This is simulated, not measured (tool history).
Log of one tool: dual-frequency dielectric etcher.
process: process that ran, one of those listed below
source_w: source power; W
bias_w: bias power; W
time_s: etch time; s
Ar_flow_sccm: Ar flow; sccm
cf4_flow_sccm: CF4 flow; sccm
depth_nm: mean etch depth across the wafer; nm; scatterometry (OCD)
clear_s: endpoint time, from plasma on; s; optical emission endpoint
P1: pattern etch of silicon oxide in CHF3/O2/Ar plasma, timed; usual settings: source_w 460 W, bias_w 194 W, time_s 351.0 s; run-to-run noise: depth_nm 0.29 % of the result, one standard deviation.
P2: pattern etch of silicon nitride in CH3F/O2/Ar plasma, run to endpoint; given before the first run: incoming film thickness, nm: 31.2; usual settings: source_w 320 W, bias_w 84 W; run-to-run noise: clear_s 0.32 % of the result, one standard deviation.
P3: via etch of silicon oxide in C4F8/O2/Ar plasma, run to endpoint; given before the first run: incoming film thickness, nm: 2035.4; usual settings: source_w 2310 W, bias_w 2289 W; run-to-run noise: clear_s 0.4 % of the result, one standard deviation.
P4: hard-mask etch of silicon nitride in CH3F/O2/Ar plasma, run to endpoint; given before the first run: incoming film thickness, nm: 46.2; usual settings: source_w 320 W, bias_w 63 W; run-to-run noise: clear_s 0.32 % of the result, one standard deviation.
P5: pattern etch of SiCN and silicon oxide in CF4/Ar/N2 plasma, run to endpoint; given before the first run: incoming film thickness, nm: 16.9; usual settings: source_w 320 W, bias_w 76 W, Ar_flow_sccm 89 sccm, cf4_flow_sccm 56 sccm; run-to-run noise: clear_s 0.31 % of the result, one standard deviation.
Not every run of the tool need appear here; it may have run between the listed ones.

Run 1, hour 16.5: process P1, source_w 460 W, bias_w 194 W, time_s 351.0 s. Result: depth_nm 645.84 nm.
Run 2, hour 23.9: process P1, source_w 460 W, bias_w 194 W, time_s 351.0 s. Result: depth_nm 647.89 nm.
Run 3, hour 32.2: process P1, source_w 460 W, bias_w 239 W, time_s 351.0 s. Result: depth_nm 696.37 nm.
Run 4, hour 48.9: process P1, source_w 460 W, bias_w 144 W, time_s 351.0 s. Result: depth_nm 588.23 nm.
Run 5, hour 61.9: process P5, source_w 440 W, bias_w 76 W, Ar_flow_sccm 89 sccm, cf4_flow_sccm 56 sccm. Result: clear_s 19.833 s.
Run 6, hour 77.7: process P1, source_w 460 W, bias_w 194 W, time_s 351.0 s. Result: depth_nm 649.78 nm.
Run 7, hour 85.3: process P1, source_w 460 W, bias_w 194 W, time_s 194.5 s. Result: depth_nm 357.87 nm.
Run 8, hour 92.8: process P1, source_w 460 W, bias_w 194 W, time_s 351.0 s. Result: depth_nm 645.07 nm.
Run 9, hour 103.4: process P5, source_w 320 W, bias_w 76 W, Ar_flow_sccm 89 sccm, cf4_flow_sccm 56 sccm. Result: clear_s 26.321 s.
Run 10, hour 114.9: process P1, source_w 460 W, bias_w 194 W, time_s 450.5 s. Result: depth_nm 833.64 nm.
Run 11, hour 127.2: process P3, source_w 3230 W, bias_w 2289 W. Result: clear_s 309.680 s.
Run 12, hour 142.0: process P5, source_w 320 W, bias_w 76 W, Ar_flow_sccm 89 sccm, cf4_flow_sccm 77 sccm. Result: clear_s 25.138 s.
Run 13, hour 149.6: process P2, source_w 320 W, bias_w 107 W. Result: clear_s 41.758 s.
Run 14, hour 163.1: process P1, source_w 580 W, bias_w 162 W, time_s 351.0 s. Result: depth_nm 661.30 nm.
Run 15, hour 172.2: process P5, source_w 320 W, bias_w 49 W, Ar_flow_sccm 89 sccm, cf4_flow_sccm 56 sccm. Result: clear_s 30.560 s.
Run 16, hour 182.8: process P3, source_w 2310 W, bias_w 3082 W. Result: clear_s 324.240 s.
Run 17, hour 198.7: process P1, source_w 660 W, bias_w 194 W, time_s 351.0 s. Result: depth_nm 744.42 nm.
Run 18, hour 206.6: process P1, source_w 460 W, bias_w 194 W, time_s 351.0 s. Result: depth_nm 644.20 nm.
Run 19, hour 215.0: process P4, source_w 320 W, bias_w 63 W. Result: clear_s 77.888 s.
Run 20, hour 227.7: process P2, source_w 320 W, bias_w 84 W. Result: clear_s 45.630 s.
Run 21, hour 244.4: process P5, source_w 320 W, bias_w 76 W, Ar_flow_sccm 64 sccm, cf4_flow_sccm 56 sccm. Result: clear_s 25.092 s.
Run 22, hour 252.8: process P2, source_w 410 W, bias_w 84 W. Result: clear_s 41.551 s.
Run 23, hour 268.8: process P4, source_w 320 W, bias_w 47 W. Result: clear_s 85.804 s.
Run 24, hour 280.7: process P3, source_w 2310 W, bias_w 2289 W. Result: clear_s 355.550 s.
Run 25, hour 293.8: process P4, source_w 410 W, bias_w 63 W. Result: clear_s 70.712 s.
Run 26, hour 310.5: process P1, source_w 360 W, bias_w 194 W, time_s 351.0 s. Result: depth_nm 587.92 nm.
Run 27, hour 323.5: process P1, source_w 460 W, bias_w 194 W, time_s 351.0 s. Result: depth_nm 646.81 nm.

Forecast run 28:
Run 28, hour 338.7: process P1, source_w 460 W, bias_w 194 W, time_s 351.0 s. Result: depth_nm ?.

Run 28 came out at depth_nm 641.99 nm.

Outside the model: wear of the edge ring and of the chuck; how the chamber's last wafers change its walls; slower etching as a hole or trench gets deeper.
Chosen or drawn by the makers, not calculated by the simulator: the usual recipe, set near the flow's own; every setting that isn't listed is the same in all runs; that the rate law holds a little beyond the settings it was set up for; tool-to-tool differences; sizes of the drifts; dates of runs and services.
